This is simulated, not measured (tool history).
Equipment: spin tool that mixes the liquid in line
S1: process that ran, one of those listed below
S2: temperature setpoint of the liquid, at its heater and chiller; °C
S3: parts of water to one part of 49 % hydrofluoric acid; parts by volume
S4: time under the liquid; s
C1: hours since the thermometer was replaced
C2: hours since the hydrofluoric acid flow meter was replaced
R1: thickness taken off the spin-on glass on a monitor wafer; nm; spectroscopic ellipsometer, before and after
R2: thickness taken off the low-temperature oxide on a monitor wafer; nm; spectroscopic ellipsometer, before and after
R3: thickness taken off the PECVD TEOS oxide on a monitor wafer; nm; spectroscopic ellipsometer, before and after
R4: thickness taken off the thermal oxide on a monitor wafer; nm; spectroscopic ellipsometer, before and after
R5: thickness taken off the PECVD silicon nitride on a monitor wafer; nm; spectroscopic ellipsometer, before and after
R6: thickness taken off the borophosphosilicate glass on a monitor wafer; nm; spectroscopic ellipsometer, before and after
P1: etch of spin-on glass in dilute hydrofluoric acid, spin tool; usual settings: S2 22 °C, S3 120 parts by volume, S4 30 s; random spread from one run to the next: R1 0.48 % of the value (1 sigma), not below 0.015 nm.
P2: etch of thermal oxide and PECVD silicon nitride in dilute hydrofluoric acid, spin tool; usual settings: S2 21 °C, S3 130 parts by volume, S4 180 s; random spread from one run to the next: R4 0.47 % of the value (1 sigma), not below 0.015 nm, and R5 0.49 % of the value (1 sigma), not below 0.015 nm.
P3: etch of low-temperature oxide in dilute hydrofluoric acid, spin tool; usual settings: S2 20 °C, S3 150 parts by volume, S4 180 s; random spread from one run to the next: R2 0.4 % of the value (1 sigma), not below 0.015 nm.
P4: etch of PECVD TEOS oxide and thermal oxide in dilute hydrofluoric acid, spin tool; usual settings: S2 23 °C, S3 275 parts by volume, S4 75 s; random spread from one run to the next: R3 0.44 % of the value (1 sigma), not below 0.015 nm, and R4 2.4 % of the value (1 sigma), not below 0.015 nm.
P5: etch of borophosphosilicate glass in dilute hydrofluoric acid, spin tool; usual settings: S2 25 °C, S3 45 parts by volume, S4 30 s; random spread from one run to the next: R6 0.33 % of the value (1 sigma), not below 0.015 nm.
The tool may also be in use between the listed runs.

run,hour,S1,S2,S3,S4,C1,C2,R1,R2,R3,R4,R5,R6
1,17.2,P1,22,120,30,461.4,165,9.3045,,,,,
2,33.7,P3,17,150,180,477.9,181.5,,14.321,,,,
3,51.9,P4,23,45,75,496.1,199.7,,,39.958,8.2092,,
4,71.1,P4,31,275,75,515.3,218.9,,,6.6874,1.3903,,
5,81.5,P4,23,275,15,525.7,229.3,,,1.0021,0.22672,,
6,96.8,P2,21,45,180,541,244.6,,,,18.213,17.496,
7,106.9,P4,23,275,75,551.1,254.7,,,5.1022,1.052,,
8,115.6,P1,18,120,15,559.8,263.4,3.9564,,,,,
9,125.7,P3,20,150,180,569.9,273.5,,16.139,,,,
10,143.8,P2,17,130,180,588,291.6,,,,4.8792,4.7419,
11,154.8,P5,25,45,30,599,302.6,,,,,,27.033
12,167.1,P1,22,35,30,611.3,314.9,35.827,,,,,
# hour 173.6: thermometer replaced
13,184,P5,25,45,65,10.5,331.8,,,,,,58.919
14,197.2,P3,20,150,65,23.7,345,,5.7818,,,,
15,209.6,P1,22,120,30,36.1,357.4,9.3756,,,,,
# hour 219.8: hydrofluoric acid flow meter replaced
16,224.7,P1,22,180,30,51.2,5,5.772,,,,,
17,242.4,P1,22,120,30,68.9,22.7,9.2596,,,,,
18,251.7,P5,25,45,30,78.2,32,,,,,,27.08
19,263.7,P3,20,150,180,90.2,44,,15.997,,,,
20,282.8,P1,17,120,55,109.3,63.1,13.992,,,,,
21,298.1,P1,22,120,60,124.6,78.4,18.541,,,,,
22,315.3,P1,17,120,30,141.8,95.6,7.5946,,,,,
23,326.8,P2,21,130,310,153.3,107.1,,,,9.869,10.713,
24,338.7,P2,21,130,180,165.2,119,,,,5.7279,6.2012,

Run 25, settings as shown, results not yet in. Your forecast:
25,350.3,P4,23,275,75,176.8,130.6,,,?,?,,

Run 25 came out at R3 5.0695 nm, R4 1.1154 nm.
